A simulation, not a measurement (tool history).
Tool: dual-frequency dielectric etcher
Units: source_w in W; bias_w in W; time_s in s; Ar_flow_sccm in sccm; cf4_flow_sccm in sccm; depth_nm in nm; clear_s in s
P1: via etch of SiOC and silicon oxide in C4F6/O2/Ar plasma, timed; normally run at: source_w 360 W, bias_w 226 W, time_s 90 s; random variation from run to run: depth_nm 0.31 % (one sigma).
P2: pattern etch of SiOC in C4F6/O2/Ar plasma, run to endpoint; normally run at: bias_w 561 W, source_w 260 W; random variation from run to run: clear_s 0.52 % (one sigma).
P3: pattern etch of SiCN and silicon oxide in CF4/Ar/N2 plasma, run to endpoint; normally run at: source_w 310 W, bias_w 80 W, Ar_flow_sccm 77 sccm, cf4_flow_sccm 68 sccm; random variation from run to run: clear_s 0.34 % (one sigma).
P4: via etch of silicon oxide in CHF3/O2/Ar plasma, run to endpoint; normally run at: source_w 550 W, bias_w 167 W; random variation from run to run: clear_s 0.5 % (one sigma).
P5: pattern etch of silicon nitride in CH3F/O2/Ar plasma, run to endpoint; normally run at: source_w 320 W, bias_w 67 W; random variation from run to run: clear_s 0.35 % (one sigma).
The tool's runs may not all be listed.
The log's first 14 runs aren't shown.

run,hour,process,source_w,bias_w,time_s,Ar_flow_sccm,cf4_flow_sccm,depth_nm,clear_s
15,153.1,P5,320,67,,,,,61.404
16,164.7,P2,210,561,,,,,21.628
17,176.8,P2,260,561,,,,,19.959
18,188.1,P3,310,101,,77,68,,12.792
19,195.6,P3,430,80,,77,68,,10.389
20,207.2,P1,360,226,53,,,62.115,
# hour 211.8: bias power generator calibrated
21,213.9,P4,710,167,,,,,399.04
22,221.2,P1,360,226,90,,,104.93,

The next listed run, before its measurement:
23,229.1,P5,260,67,,,,,?

{"run 23": {"clear_s": 66.187}}
